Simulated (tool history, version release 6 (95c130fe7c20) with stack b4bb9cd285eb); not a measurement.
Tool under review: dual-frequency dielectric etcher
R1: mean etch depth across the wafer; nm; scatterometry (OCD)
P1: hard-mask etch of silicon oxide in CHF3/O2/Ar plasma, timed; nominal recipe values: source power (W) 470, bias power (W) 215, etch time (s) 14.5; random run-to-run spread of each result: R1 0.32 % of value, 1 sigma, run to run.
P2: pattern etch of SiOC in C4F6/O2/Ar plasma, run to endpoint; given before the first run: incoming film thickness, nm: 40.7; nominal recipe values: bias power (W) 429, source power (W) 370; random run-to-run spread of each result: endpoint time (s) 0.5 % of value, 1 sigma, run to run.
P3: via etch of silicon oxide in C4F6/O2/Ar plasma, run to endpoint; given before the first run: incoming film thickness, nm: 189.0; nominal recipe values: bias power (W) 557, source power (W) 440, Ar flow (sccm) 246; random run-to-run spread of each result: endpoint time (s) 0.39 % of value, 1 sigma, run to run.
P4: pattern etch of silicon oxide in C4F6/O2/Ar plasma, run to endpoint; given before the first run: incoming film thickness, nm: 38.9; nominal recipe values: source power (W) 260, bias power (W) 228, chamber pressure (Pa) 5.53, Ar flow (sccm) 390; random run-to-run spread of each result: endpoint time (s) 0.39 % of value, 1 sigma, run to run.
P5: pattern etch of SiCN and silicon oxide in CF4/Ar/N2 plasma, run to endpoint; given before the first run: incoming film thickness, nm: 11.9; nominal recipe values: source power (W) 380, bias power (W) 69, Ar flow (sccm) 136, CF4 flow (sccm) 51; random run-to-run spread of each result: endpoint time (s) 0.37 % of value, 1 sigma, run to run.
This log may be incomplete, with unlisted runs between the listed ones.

run 1 hour=3.6 | process_that_ran=P1 source_power_(W)=470 bias_power_(W)=215 etch_time_(s)=14.5 | R1=27.203
run 2 hour=7.5 | process_that_ran=P2 source_power_(W)=370 bias_power_(W)=566 | endpoint_time_(s)=13.591
run 3 hour=11.5 | process_that_ran=P1 source_power_(W)=470 bias_power_(W)=215 etch_time_(s)=14.5 | R1=27.039
run 4 hour=14.1 | process_that_ran=P1 source_power_(W)=470 bias_power_(W)=215 etch_time_(s)=8 | R1=15.008
run 5 hour=17.3 | process_that_ran=P2 source_power_(W)=370 bias_power_(W)=429 | endpoint_time_(s)=15.065
run 6 hour=20.1 | process_that_ran=P4 source_power_(W)=260 bias_power_(W)=228 chamber_pressure_(Pa)=5.53 Ar_flow_(sccm)=390 | endpoint_time_(s)=14.893
run 7 hour=23.8 | process_that_ran=P4 source_power_(W)=260 bias_power_(W)=156 chamber_pressure_(Pa)=5.53 Ar_flow_(sccm)=390 | endpoint_time_(s)=16.766
run 8 hour=28.4 | process_that_ran=P3 source_power_(W)=440 bias_power_(W)=557 Ar_flow_(sccm)=246 | endpoint_time_(s)=37.035
run 9 hour=32.1 | process_that_ran=P3 source_power_(W)=340 bias_power_(W)=557 Ar_flow_(sccm)=246 | endpoint_time_(s)=40.679
run 10 hour=35.5 | process_that_ran=P1 source_power_(W)=280 bias_power_(W)=215 etch_time_(s)=14.5 | R1=22.291
run 11 hour=39.6 | process_that_ran=P1 source_power_(W)=470 bias_power_(W)=215 etch_time_(s)=18 | R1=33.95
run 12 hour=44.9 | process_that_ran=P5 source_power_(W)=460 bias_power_(W)=69 Ar_flow_(sccm)=136 CF4_flow_(sccm)=51 | endpoint_time_(s)=14.9
run 13 hour=50.4 | process_that_ran=P1 source_power_(W)=610 bias_power_(W)=215 etch_time_(s)=8.5 | R1=17.612
run 14 hour=54.7 | process_that_ran=P1 source_power_(W)=470 bias_power_(W)=299 etch_time_(s)=14.5 | R1=30.628
run 15 hour=57.2 | process_that_ran=P3 source_power_(W)=440 bias_power_(W)=731 Ar_flow_(sccm)=246 | endpoint_time_(s)=33.59
run 16 hour=62.1 | process_that_ran=P1 source_power_(W)=470 bias_power_(W)=141 etch_time_(s)=14.5 | R1=23.665
run 17 hour=67.6 | process_that_ran=P4 source_power_(W)=160 bias_power_(W)=228 chamber_pressure_(Pa)=5.53 Ar_flow_(sccm)=390 | endpoint_time_(s)=17.853
run 18 hour=72 | process_that_ran=P1 source_power_(W)=580 bias_power_(W)=215 etch_time_(s)=14.5 | R1=29.381
run 19 hour=76.3 | process_that_ran=P1 source_power_(W)=470 bias_power_(W)=215 etch_time_(s)=14.5 | R1=27.162
run 20 hour=79.8 | process_that_ran=P4 source_power_(W)=260 bias_power_(W)=228 chamber_pressure_(Pa)=4.27 Ar_flow_(sccm)=390 | endpoint_time_(s)=14.346
run 21 hour=83.9 | process_that_ran=P5 source_power_(W)=380 bias_power_(W)=69 Ar_flow_(sccm)=136 CF4_flow_(sccm)=66 | endpoint_time_(s)=17.068
run 22 hour=87.7 | process_that_ran=P5 source_power_(W)=380 bias_power_(W)=69 Ar_flow_(sccm)=93 CF4_flow_(sccm)=51 | endpoint_time_(s)=16.555
run 23 hour=90.7 | process_that_ran=P4 source_power_(W)=260 bias_power_(W)=228 chamber_pressure_(Pa)=5.53 Ar_flow_(sccm)=390 | endpoint_time_(s)=14.671
run 24 hour=96.3 | process_that_ran=P5 source_power_(W)=380 bias_power_(W)=69 Ar_flow_(sccm)=136 CF4_flow_(sccm)=51 | endpoint_time_(s)=17.733
run 25 hour=101.7 | process_that_ran=P4 source_power_(W)=260 bias_power_(W)=228 chamber_pressure_(Pa)=5.53 Ar_flow_(sccm)=293 | endpoint_time_(s)=14.269
run 26 hour=105.2 | process_that_ran=P3 source_power_(W)=440 bias_power_(W)=557 Ar_flow_(sccm)=315 | endpoint_time_(s)=37.964
run 27 hour=109.7 | process_that_ran=P2 source_power_(W)=220 bias_power_(W)=429 | endpoint_time_(s)=18.264
run 28 hour=115.3 | process_that_ran=P1 source_power_(W)=470 bias_power_(W)=215 etch_time_(s)=14.5 | R1=27.243
run 29 hour=118.5 | process_that_ran=P5 source_power_(W)=380 bias_power_(W)=69 Ar_flow_(sccm)=136 CF4_flow_(sccm)=51 | endpoint_time_(s)=17.74
run 30 hour=121.5 | process_that_ran=P5 source_power_(W)=380 bias_power_(W)=93 Ar_flow_(sccm)=136 CF4_flow_(sccm)=51 | endpoint_time_(s)=15.757
run 31 hour=126.2 | process_that_ran=P3 source_power_(W)=440 bias_power_(W)=557 Ar_flow_(sccm)=246 | endpoint_time_(s)=36.902
run 32 hour=131.2 | process_that_ran=P1 source_power_(W)=470 bias_power_(W)=215 etch_time_(s)=14.5 | R1=27.16
run 33 hour=133.6 | process_that_ran=P1 source_power_(W)=470 bias_power_(W)=215 etch_time_(s)=14.5 | R1=27.209
run 34 hour=139 | process_that_ran=P1 source_power_(W)=470 bias_power_(W)=215 etch_time_(s)=14.5 | R1=27.433
run 35 hour=143.2 | process_that_ran=P1 source_power_(W)=470 bias_power_(W)=215 etch_time_(s)=14.5 | R1=27.541
run 36 hour=145.8 | process_that_ran=P1 source_power_(W)=470 bias_power_(W)=215 etch_time_(s)=14.5 | R1=27.55
-- hour=147.3 wet clean of the chamber
run 37 hour=148.5 | process_that_ran=P1 source_power_(W)=470 bias_power_(W)=215 etch_time_(s)=14.5 | R1=27.659
run 38 hour=152.1 | process_that_ran=P1 source_power_(W)=470 bias_power_(W)=215 etch_time_(s)=14.5 | R1=27.542
run 39 hour=157.6 | process_that_ran=P1 source_power_(W)=470 bias_power_(W)=215 etch_time_(s)=14.5 | R1=27.711
run 40 hour=162.7 | process_that_ran=P1 source_power_(W)=470 bias_power_(W)=215 etch_time_(s)=14.5 | R1=27.566

Something has made what P1 gives creep away from where it was; the 2 causes below, each at its own stated size, fit the log equally well:
A: source power that arrives over what is set, % = 4.32
B: bias power that arrives over what is set, % = 4.59
The drift started at roughly hour 131.2.
Why every other cause is out:
chamber walls in a state that raises the etch rate, %: work on it at hour 147.3, done after the drift set in, did not restore what the process gave before

Of the 4 check runs below, each run on 2 wafers with the results averaged and each result still a question mark, which one would tell the listed causes apart?
run check 1 hour=167.8 | process_that_ran=P5 source_power_(W)=380 bias_power_(W)=69 Ar_flow_(sccm)=106 CF4_flow_(sccm)=51 | endpoint_time_(s)=?
run check 2 hour=167.8 | process_that_ran=P4 source_power_(W)=190 bias_power_(W)=228 chamber_pressure_(Pa)=4.67 Ar_flow_(sccm)=390 | endpoint_time_(s)=?
run check 3 hour=167.8 | process_that_ran=P3 source_power_(W)=360 bias_power_(W)=557 Ar_flow_(sccm)=296 | endpoint_time_(s)=?
run check 4 hour=167.8 | process_that_ran=P2 source_power_(W)=290 bias_power_(W)=557 | endpoint_time_(s)=?

Predicted outcomes, by check and by cause:
check=check_1 result=endpoint_time_(s) if_A=16.414 if_B=16.759
check=check_2 result=endpoint_time_(s) if_A=16.012 if_B=16.017
check=check_3 result=endpoint_time_(s) if_A=40.05 if_B=39.984
check=check_4 result=endpoint_time_(s) if_A=14.737 if_B=14.709
Per check, the gap between the least separated pair of causes, taken in the result that splits them most: check 1 2.08 %; check 2 0.03 %; check 3 0.17 %; check 4 0.19 %
Of the check runs offered, only check 1 discriminates between the causes; the rest would read about the same regardless of which cause applies.

Running check 1 produced the following: endpoint time (s) 16.418. Which one of the listed causes fits?

The correct cause is A, namely: source power that arrives over what is set, %.

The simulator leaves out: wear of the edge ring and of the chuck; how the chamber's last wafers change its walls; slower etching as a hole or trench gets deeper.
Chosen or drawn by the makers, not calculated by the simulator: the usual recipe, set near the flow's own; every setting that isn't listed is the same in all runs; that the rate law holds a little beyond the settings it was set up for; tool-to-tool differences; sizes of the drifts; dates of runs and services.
